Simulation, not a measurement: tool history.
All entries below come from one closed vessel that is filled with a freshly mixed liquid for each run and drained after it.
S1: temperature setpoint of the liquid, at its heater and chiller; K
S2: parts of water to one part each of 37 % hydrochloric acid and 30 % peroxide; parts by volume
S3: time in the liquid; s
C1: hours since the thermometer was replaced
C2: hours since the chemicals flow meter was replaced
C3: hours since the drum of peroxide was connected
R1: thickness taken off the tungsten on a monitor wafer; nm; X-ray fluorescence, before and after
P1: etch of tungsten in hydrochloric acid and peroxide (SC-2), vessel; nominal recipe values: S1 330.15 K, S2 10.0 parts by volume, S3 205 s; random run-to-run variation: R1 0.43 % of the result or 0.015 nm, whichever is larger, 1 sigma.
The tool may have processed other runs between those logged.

run,day,S1,S2,S3,C1,C2,C3,R1
1,0.383,330.15,10.0,205,1264.0,263.3,498.1,36.1010
2,0.871,344.65,10.0,205,1275.7,275.0,509.8,87.6770
3,1.342,330.15,10.0,205,1287.0,286.3,521.1,36.2730
4,1.708,330.15,10.0,205,1295.8,295.1,529.9,35.9670
5,2.371,313.65,10.0,205,1311.7,311.0,545.8,11.8560
6,2.762,330.15,10.0,365,1321.1,320.4,555.2,64.5960
7,3.117,330.15,4.0,205,1329.6,328.9,563.7,72.8390
8,3.788,330.15,10.0,205,1345.7,345.0,579.8,36.0520
9,4.208,317.65,10.0,335,1355.8,355.1,589.9,25.8950
10,4.621,330.15,10.0,205,1365.7,365.0,599.8,36.2750
11,5.404,322.15,14.5,205,1384.5,383.8,618.6,15.6770
12,6.012,330.15,10.0,205,1399.1,398.4,633.2,36.3880
13,6.454,330.15,10.0,30,1409.7,409.0,643.8,5.3497
14,7.192,330.15,10.0,205,1427.4,426.7,661.5,36.1940
15,7.979,330.15,17.5,205,1446.3,445.6,680.4,22.2220
16,8.542,330.15,10.0,205,1459.8,459.1,693.9,36.1280
17,9.192,330.15,10.0,205,1475.4,474.7,709.5,34.8460
18,9.583,330.15,10.0,205,1484.8,484.1,718.9,34.6350
19,10.238,330.15,10.0,205,1500.5,499.8,734.6,34.3560
20,11.029,330.15,10.0,205,1519.5,518.8,753.6,33.5450
21,11.767,330.15,10.0,205,1537.2,536.5,771.3,33.1780
# day 12.371: new drum of peroxide connected
22,12.504,330.15,10.0,205,1554.9,554.2,3.2,33.3160

What does the tool deliver on the next run?
23,13.192,330.15,10.0,205,1571.4,570.7,19.7,?

R1: 33.4820 nm
